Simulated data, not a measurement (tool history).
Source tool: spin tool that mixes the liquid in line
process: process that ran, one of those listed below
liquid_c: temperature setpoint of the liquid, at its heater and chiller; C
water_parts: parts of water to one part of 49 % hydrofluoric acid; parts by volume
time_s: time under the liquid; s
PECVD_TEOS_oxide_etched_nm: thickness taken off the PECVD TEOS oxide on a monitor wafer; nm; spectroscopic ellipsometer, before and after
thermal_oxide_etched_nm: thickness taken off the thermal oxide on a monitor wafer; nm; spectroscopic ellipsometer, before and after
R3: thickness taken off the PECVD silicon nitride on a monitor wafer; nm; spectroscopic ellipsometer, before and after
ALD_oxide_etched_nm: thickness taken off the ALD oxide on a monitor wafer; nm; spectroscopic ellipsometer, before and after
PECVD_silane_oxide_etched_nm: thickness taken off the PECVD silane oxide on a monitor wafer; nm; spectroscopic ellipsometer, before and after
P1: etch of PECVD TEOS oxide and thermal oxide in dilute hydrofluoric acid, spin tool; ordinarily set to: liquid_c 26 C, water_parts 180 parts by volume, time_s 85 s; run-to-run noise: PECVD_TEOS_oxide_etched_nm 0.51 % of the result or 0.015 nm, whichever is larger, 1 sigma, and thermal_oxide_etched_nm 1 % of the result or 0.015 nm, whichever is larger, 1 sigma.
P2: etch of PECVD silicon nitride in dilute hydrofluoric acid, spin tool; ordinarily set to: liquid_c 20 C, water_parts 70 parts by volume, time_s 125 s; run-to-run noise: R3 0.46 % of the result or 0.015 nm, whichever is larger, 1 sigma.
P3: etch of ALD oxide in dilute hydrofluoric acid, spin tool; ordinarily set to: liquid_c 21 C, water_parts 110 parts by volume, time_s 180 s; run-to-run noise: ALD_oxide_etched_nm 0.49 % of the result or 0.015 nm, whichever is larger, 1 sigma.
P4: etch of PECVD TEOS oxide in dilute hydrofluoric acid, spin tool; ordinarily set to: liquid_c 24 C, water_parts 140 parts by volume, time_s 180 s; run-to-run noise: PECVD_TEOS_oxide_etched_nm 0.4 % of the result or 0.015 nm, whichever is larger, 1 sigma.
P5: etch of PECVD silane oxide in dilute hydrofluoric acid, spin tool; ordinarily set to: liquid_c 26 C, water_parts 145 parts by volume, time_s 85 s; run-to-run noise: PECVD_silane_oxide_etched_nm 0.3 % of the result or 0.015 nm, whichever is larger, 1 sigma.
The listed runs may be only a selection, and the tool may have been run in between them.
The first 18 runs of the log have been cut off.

run 19 day=5.946 | process=P4 liquid_c=24 water_parts=240 time_s=180 | PECVD_TEOS_oxide_etched_nm=8.6649
run 20 day=6.283 | process=P4 liquid_c=24 water_parts=140 time_s=15 | PECVD_TEOS_oxide_etched_nm=1.4056
run 21 day=6.717 | process=P1 liquid_c=17.5 water_parts=180 time_s=85 | PECVD_TEOS_oxide_etched_nm=9.6718 thermal_oxide_etched_nm=1.4893
run 22 day=6.962 | process=P1 liquid_c=26 water_parts=50 time_s=85 | PECVD_TEOS_oxide_etched_nm=56.219 thermal_oxide_etched_nm=8.5642
run 23 day=7.262 | process=P2 liquid_c=20 water_parts=70 time_s=125 | R3=5.2874
run 24 day=7.467 | process=P4 liquid_c=24 water_parts=140 time_s=180 | PECVD_TEOS_oxide_etched_nm=16.689
-- day=7.567 hydrofluoric acid flow meter replaced
-- day=7.633 thermometer replaced
run 25 day=7.733 | process=P4 liquid_c=20 water_parts=140 time_s=180 | PECVD_TEOS_oxide_etched_nm=14.272
run 26 day=8.033 | process=P1 liquid_c=26 water_parts=180 time_s=85 | PECVD_TEOS_oxide_etched_nm=13.397 thermal_oxide_etched_nm=2.0994
run 27 day=8.367 | process=P5 liquid_c=26 water_parts=145 time_s=40 | PECVD_silane_oxide_etched_nm=5.9989
run 28 day=8.692 | process=P3 liquid_c=21 water_parts=110 time_s=85 | ALD_oxide_etched_nm=21.634
run 29 day=9.012 | process=P4 liquid_c=24 water_parts=140 time_s=180 | PECVD_TEOS_oxide_etched_nm=16.648
run 30 day=9.412 | process=P5 liquid_c=26 water_parts=145 time_s=85 | PECVD_silane_oxide_etched_nm=12.626
run 31 day=9.812 | process=P2 liquid_c=20 water_parts=35 time_s=125 | R3=10.348
run 32 day=10.15 | process=P1 liquid_c=26 water_parts=180 time_s=85 | PECVD_TEOS_oxide_etched_nm=13.378 thermal_oxide_etched_nm=2.0258
run 33 day=10.575 | process=P1 liquid_c=26 water_parts=180 time_s=85 | PECVD_TEOS_oxide_etched_nm=12.888 thermal_oxide_etched_nm=2.0124

The next listed run, before its measurement:
run 34 day=10.892 | process=P1 liquid_c=26 water_parts=180 time_s=85 | PECVD_TEOS_oxide_etched_nm=? thermal_oxide_etched_nm=?

Run 34 produced PECVD_TEOS_oxide_etched_nm 12.869 nm, thermal_oxide_etched_nm 1.959 nm.
